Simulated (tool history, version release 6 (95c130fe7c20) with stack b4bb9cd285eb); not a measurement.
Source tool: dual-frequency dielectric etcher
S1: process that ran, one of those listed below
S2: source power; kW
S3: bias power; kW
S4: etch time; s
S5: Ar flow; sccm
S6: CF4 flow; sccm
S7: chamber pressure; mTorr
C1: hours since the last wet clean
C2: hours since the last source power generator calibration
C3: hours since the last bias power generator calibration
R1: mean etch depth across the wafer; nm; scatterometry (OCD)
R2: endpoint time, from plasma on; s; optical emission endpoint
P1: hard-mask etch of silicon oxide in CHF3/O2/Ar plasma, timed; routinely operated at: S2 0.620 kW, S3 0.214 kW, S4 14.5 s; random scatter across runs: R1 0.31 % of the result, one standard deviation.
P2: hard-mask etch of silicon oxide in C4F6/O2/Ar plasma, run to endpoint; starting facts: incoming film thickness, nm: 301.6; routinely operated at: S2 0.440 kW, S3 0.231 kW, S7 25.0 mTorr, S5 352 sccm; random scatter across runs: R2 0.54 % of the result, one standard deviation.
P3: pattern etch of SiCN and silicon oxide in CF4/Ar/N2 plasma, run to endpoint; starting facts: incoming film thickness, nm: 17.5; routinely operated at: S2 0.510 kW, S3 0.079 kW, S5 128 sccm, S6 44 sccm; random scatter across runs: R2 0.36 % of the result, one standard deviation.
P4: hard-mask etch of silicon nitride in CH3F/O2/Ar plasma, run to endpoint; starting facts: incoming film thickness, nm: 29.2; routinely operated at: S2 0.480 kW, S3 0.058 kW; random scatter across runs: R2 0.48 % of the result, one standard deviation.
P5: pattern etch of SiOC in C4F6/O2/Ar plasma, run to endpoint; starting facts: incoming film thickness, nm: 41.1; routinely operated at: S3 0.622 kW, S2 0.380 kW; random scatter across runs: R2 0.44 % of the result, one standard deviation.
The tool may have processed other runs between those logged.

| run | hour | S1 | S2 | S3 | S4 | S5 | S6 | S7 | C1 | C2 | C3 | R1 | R2 |
|---|---|---|---|---|---|---|---|---|---|---|---|---|---|
| 1 | 4.2 | P1 | 0.620 | 0.214 | 14.5 |  |  |  | 343.6 | 437.0 | 620.4 | 30.753 |  |
| 2 | 10.2 | P1 | 0.620 | 0.214 | 14.5 |  |  |  | 349.6 | 443.0 | 626.4 | 30.835 |  |
| 3 | 16.4 | P1 | 0.620 | 0.214 | 14.5 |  |  |  | 355.8 | 449.2 | 632.6 | 30.765 |  |
| 4 | 20.2 | P5 | 0.380 | 0.847 |  |  |  |  | 359.6 | 453.0 | 636.4 |  | 11.757 |
| 5 | 24.3 | P3 | 0.310 | 0.079 |  | 128 | 44 |  | 363.7 | 457.1 | 640.5 |  | 30.356 |
| 6 | 31.0 | P1 | 0.620 | 0.214 | 14.5 |  |  |  | 370.4 | 463.8 | 647.2 | 30.884 |  |
| 7 | 35.8 | P1 | 0.620 | 0.214 | 10.0 |  |  |  | 375.2 | 468.6 | 652.0 | 21.062 |  |
| 8 | 43.4 | P1 | 0.620 | 0.285 | 14.5 |  |  |  | 382.8 | 476.2 | 659.6 | 34.055 |  |
| 9 | 51.9 | P3 | 0.510 | 0.079 |  | 160 | 44 |  | 391.3 | 484.7 | 668.1 |  | 20.438 |
| 10 | 57.4 | P3 | 0.510 | 0.046 |  | 128 | 44 |  | 396.8 | 490.2 | 673.6 |  | 24.022 |
| 11 | 61.2 | P1 | 0.620 | 0.214 | 14.5 |  |  |  | 400.6 | 494.0 | 677.4 | 30.746 |  |
| 12 | 67.2 | P2 | 0.440 | 0.167 |  | 352 |  | 25.0 | 406.6 | 500.0 | 683.4 |  | 94.129 |
| 13 | 75.0 | P2 | 0.440 | 0.231 |  | 352 |  | 30.5 | 414.4 | 507.8 | 691.2 |  | 86.482 |
|  | 75.6 | bias power generator calibrated |
| 14 | 82.3 | P3 | 0.510 | 0.079 |  | 128 | 44 |  | 421.7 | 515.1 | 6.8 |  | 19.672 |
| 15 | 86.4 | P2 | 0.440 | 0.231 |  | 352 |  | 25.0 | 425.8 | 519.2 | 10.9 |  | 84.811 |
| 16 | 91.8 | P4 | 0.480 | 0.041 |  |  |  |  | 431.2 | 524.6 | 16.3 |  | 46.271 |
| 17 | 97.9 | P1 | 0.620 | 0.214 | 14.5 |  |  |  | 437.3 | 530.7 | 22.4 | 30.837 |  |
| 18 | 104.8 | P1 | 0.620 | 0.135 | 18.5 |  |  |  | 444.2 | 537.6 | 29.3 | 33.832 |  |
| 19 | 113.2 | P1 | 0.620 | 0.214 | 14.5 |  |  |  | 452.6 | 546.0 | 37.7 | 30.809 |  |
| 20 | 119.9 | P1 | 0.620 | 0.124 | 14.5 |  |  |  | 459.3 | 552.7 | 44.4 | 25.808 |  |
| 21 | 124.3 | P5 | 0.380 | 0.622 |  |  |  |  | 463.7 | 557.1 | 48.8 |  | 13.270 |
| 22 | 130.4 | P4 | 0.480 | 0.058 |  |  |  |  | 469.8 | 563.2 | 54.9 |  | 41.901 |
| 23 | 136.6 | P3 | 0.510 | 0.079 |  | 128 | 52 |  | 476.0 | 569.4 | 61.1 |  | 19.139 |
| 24 | 143.0 | P1 | 0.500 | 0.214 | 14.5 |  |  |  | 482.4 | 575.8 | 67.5 | 28.369 |  |
| 25 | 149.7 | P5 | 0.270 | 0.622 |  |  |  |  | 489.1 | 582.5 | 74.2 |  | 15.030 |
| 26 | 155.9 | P4 | 0.290 | 0.058 |  |  |  |  | 495.3 | 588.7 | 80.4 |  | 50.794 |
| 27 | 161.2 | P1 | 0.440 | 0.214 | 19.5 |  |  |  | 500.6 | 594.0 | 85.7 | 36.134 |  |
| 28 | 167.2 | P1 | 0.870 | 0.214 | 14.5 |  |  |  | 506.6 | 600.0 | 91.7 | 34.865 |  |
| 29 | 171.3 | P2 | 0.440 | 0.231 |  | 352 |  | 25.0 | 510.7 | 604.1 | 95.8 |  | 84.978 |
| 30 | 176.7 | P2 | 0.440 | 0.231 |  | 272 |  | 25.0 | 516.1 | 609.5 | 101.2 |  | 83.004 |
| 31 | 181.5 | P3 | 0.510 | 0.079 |  | 128 | 44 |  | 520.9 | 614.3 | 106.0 |  | 19.632 |
| 32 | 190.0 | P2 | 0.260 | 0.231 |  | 352 |  | 25.0 | 529.4 | 622.8 | 114.5 |  | 104.330 |
| 33 | 195.3 | P1 | 0.620 | 0.214 | 19.0 |  |  |  | 534.7 | 628.1 | 119.8 | 40.612 |  |
| 34 | 201.9 | P1 | 0.620 | 0.214 | 14.5 |  |  |  | 541.3 | 634.7 | 126.4 | 30.659 |  |
| 35 | 210.0 | P1 | 0.620 | 0.214 | 14.5 |  |  |  | 549.4 | 642.8 | 134.5 | 31.055 |  |
| 36 | 217.2 | P1 | 0.620 | 0.214 | 14.5 |  |  |  | 556.6 | 650.0 | 141.7 | 31.174 |  |
| 37 | 222.3 | P1 | 0.620 | 0.214 | 14.5 |  |  |  | 561.7 | 655.1 | 146.8 | 31.301 |  |
| 38 | 228.5 | P1 | 0.620 | 0.214 | 14.5 |  |  |  | 567.9 | 661.3 | 153.0 | 31.200 |  |
|  | 231.0 | wet clean of the chamber |
| 39 | 232.9 | P1 | 0.620 | 0.214 | 14.5 |  |  |  | 1.9 | 665.7 | 157.4 | 31.228 |  |
| 40 | 237.9 | P1 | 0.620 | 0.214 | 14.5 |  |  |  | 6.9 | 670.7 | 162.4 | 31.226 |  |
| 41 | 244.3 | P1 | 0.620 | 0.214 | 14.5 |  |  |  | 13.3 | 677.1 | 168.8 | 31.421 |  |
| 42 | 251.9 | P1 | 0.620 | 0.214 | 14.5 |  |  |  | 20.9 | 684.7 | 176.4 | 31.409 |  |

Compared with where it was, what P1 gives has crept away. Each cause listed below fits the log as well as the rest, at the size given for it:
A: source power that arrives over what is set, % = 4.48
B: bias power that arrives over what is set, % = 4.89
At approximately hour 201.9, the process output began to creep.
What rules out each remaining cause:
chamber walls in a state that raises the etch rate, %: serviced at hour 231.0, after the drift had started, without restoring the earlier output

Consider the 4 check runs below, whose results appear as question marks and each of which averages 2 wafers. Which one distinguishes the causes, in that each cause would give it a clearly different result?
| check 1 | 259.5 | P2 | 0.340 | 0.183 |  | 352 |  | 25.0 |  |  |  |  | ? |
| check 2 | 259.5 | P5 | 0.380 | 0.779 |  |  |  |  |  |  |  |  | ? |
| check 3 | 259.5 | P4 | 0.370 | 0.048 |  |  |  |  |  |  |  |  | ? |
| check 4 | 259.5 | P3 | 0.440 | 0.047 |  | 128 | 44 |  |  |  |  |  | ? |

What every check run would give for each of its results, assuming each possible cause in turn:
| check | result | if A | if B |
|---|---|---|---|
| check 1 | R2 | 99.740 | 99.900 |
| check 2 | R2 | 11.968 | 11.931 |
| check 3 | R2 | 48.357 | 48.459 |
| check 4 | R2 | 26.132 | 26.708 |
Separation of the two closest causes in each check, using whichever result separates them best: check 1 0.16 %; check 2 0.31 %; check 3 0.21 %; check 4 2.18 %
Of the check runs offered, only check 4 discriminates between the causes; the rest would read about the same regardless of which cause applies.

Check 4 was carried out, with these results: R2 26.631 s. Which of the listed causes is responsible?

The correct cause is B, namely: bias power that arrives over what is set, %.
